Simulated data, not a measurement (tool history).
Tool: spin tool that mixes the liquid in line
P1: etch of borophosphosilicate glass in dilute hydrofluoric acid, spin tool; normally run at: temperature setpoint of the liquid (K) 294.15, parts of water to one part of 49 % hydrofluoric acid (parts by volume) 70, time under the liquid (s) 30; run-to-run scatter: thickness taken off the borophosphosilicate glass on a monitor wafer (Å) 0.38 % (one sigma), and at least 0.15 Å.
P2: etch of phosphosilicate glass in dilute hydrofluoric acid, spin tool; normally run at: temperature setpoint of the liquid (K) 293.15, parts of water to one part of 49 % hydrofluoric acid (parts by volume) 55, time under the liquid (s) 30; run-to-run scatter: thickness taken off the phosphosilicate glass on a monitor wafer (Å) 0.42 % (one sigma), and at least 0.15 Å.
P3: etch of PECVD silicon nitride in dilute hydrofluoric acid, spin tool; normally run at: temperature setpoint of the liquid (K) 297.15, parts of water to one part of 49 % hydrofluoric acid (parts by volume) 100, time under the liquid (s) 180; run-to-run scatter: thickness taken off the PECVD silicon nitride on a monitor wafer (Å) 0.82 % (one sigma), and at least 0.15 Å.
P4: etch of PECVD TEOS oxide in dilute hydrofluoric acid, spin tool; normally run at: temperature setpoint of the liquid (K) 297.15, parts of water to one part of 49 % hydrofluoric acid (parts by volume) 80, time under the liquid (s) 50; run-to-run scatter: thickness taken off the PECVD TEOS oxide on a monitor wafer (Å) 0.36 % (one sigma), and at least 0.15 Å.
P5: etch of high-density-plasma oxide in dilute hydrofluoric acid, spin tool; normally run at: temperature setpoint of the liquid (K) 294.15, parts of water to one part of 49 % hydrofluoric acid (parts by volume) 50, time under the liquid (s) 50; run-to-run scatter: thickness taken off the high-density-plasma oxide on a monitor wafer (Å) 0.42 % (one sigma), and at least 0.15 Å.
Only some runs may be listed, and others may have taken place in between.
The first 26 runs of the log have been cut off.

run	hour	process that ran	temperature setpoint of the liquid (K)	parts of water to one part of 49 % hydrofluoric acid (parts by volume)	time under the liquid (s)	thickness taken off the borophosphosilicate glass on a monitor wafer (Å)	thickness taken off the PECVD silicon nitride on a monitor wafer (Å)	thickness taken off the PECVD TEOS oxide on a monitor wafer (Å)	thickness taken off the high-density-plasma oxide on a monitor wafer (Å)	thickness taken off the phosphosilicate glass on a monitor wafer (Å)
27	253.3	P3	297.15	100	180		31.697			
28	263.1	P5	294.15	80	50				35.897	
29	272.4	P5	294.15	50	50				59.417	
30	284.9	P4	302.15	80	50			71.107		
31	291.8	P1	294.15	70	30	207.32				
32	297.7	P1	294.15	70	60	409.92				
33	310.9	P4	297.15	80	95			110.95		
34	321.1	P1	294.15	70	30	207.18				
35	333.9	P1	294.15	70	30	198.03				
36	340.8	P1	294.15	70	30	195.23				
37	349.5	P1	294.15	70	30	193.81				
38	362.3	P1	294.15	70	30	191.19				

Estimate the outcome of run 39 from the log above:
39	371.7	P1	294.15	70	30	?				

{"run 39": {"thickness taken off the borophosphosilicate glass on a monitor wafer (Å)": 190.92}}
